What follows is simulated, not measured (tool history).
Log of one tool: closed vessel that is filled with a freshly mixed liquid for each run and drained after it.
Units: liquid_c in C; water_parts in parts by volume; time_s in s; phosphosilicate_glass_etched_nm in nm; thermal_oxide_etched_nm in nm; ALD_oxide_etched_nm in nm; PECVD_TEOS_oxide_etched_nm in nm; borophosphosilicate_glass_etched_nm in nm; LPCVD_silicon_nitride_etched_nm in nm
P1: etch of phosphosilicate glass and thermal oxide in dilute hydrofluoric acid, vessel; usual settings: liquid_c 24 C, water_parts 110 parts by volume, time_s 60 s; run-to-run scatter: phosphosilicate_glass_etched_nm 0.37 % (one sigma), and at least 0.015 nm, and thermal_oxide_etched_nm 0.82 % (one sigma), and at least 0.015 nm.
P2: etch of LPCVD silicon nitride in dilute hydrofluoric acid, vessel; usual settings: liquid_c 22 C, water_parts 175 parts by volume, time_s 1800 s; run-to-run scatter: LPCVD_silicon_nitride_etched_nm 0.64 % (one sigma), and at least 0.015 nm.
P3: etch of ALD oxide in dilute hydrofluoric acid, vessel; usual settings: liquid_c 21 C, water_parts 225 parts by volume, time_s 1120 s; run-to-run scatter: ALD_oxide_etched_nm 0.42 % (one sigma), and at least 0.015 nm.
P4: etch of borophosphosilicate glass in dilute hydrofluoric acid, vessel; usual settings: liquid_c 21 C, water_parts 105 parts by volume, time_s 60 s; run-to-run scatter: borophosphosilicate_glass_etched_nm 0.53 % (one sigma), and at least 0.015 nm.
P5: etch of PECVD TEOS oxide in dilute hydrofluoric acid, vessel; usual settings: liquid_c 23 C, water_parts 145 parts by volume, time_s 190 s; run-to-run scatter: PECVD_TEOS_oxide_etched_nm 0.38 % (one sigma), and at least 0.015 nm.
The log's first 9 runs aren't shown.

run	hour	process	liquid_c	water_parts	time_s	phosphosilicate_glass_etched_nm	thermal_oxide_etched_nm	ALD_oxide_etched_nm	PECVD_TEOS_oxide_etched_nm	borophosphosilicate_glass_etched_nm	LPCVD_silicon_nitride_etched_nm
10	64.5	P1	24	185	60	49.08	1.3802				
11	72.2	P5	23	50	190				60.277		
12	78.5	P1	17.5	110	60	69.297	1.9586				
13	86.1	P5	23	145	190				18.494		
14	91.6	P4	21	180	60					7.301	
15	96.9	P2	22	175	30						0.058005
16	102.4	P1	27.5	110	85	146.9	4.1235				
17	106	P2	22	110	1800						6.3361
18	110.6	P1	24	110	85	128.46	3.6117				
19	115.1	P4	27.5	105	60					17.429	
20	119.5	P4	21	105	30					6.8333	

The next listed run, before its measurement:
21	125	P3	21	310	1120			?			

{"run 21": {"ALD_oxide_etched_nm": 36.321}}

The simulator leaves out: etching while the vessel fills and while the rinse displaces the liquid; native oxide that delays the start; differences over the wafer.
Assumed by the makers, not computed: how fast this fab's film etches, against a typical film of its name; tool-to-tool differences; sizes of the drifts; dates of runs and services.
